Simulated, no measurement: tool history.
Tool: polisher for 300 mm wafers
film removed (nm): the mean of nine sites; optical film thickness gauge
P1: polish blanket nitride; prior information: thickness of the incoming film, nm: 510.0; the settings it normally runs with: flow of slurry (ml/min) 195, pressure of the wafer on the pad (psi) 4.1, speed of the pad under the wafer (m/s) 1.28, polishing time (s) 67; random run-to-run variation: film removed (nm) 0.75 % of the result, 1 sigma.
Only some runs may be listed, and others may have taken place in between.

| run | day | flow of slurry (ml/min) | pressure of the wafer on the pad (psi) | speed of the pad under the wafer (m/s) | polishing time (s) | wafers polished on this pad | hours since the slurry nozzle was cleaned | hours since the head pressure was calibrated | film removed (nm) |
|---|---|---|---|---|---|---|---|---|---|
| 1 | 0.258 | 195 | 4.1 | 1.28 | 67 | 621 | 528.1 | 309.2 | 185.18 |
|  | 0.596 | slurry nozzle cleaned |
| 2 | 0.671 | 195 | 4.1 | 1.28 | 67 | 717 | 1.9 | 319.1 | 187.69 |
| 3 | 1.092 | 195 | 4.1 | 0.64 | 67 | 816 | 12 | 329.2 | 107.16 |
| 4 | 1.471 | 195 | 4.1 | 1.28 | 98 | 904 | 21.1 | 338.3 | 271.95 |
| 5 | 1.858 | 250 | 4.1 | 0.66 | 67 | 995 | 30.4 | 347.6 | 113.17 |
| 6 | 2.154 | 195 | 2.3 | 1.28 | 67 | 1064 | 37.5 | 354.7 | 103.01 |
| 7 | 2.588 | 195 | 4.1 | 1.9 | 67 | 1166 | 47.9 | 365.1 | 258.1 |
| 8 | 2.817 | 310 | 4.1 | 1.28 | 67 | 1219 | 53.4 | 370.6 | 194.86 |
| 9 | 3.15 | 195 | 4.1 | 1.28 | 67 | 1297 | 61.4 | 378.6 | 184.24 |
| 10 | 3.488 | 195 | 4.1 | 1.28 | 67 | 1376 | 69.5 | 386.7 | 187.43 |
| 11 | 3.733 | 195 | 4.1 | 1.28 | 38 | 1434 | 75.4 | 392.6 | 105.84 |
| 12 | 4 | 195 | 5.1 | 1.28 | 67 | 1496 | 81.8 | 399 | 231.57 |

Expected results for the next run?
| 13 | 4.383 | 115 | 4.1 | 1.28 | 67 | 1586 | 91 | 408.2 | ? |

{"run 13": {"film removed (nm)": 171.73}}
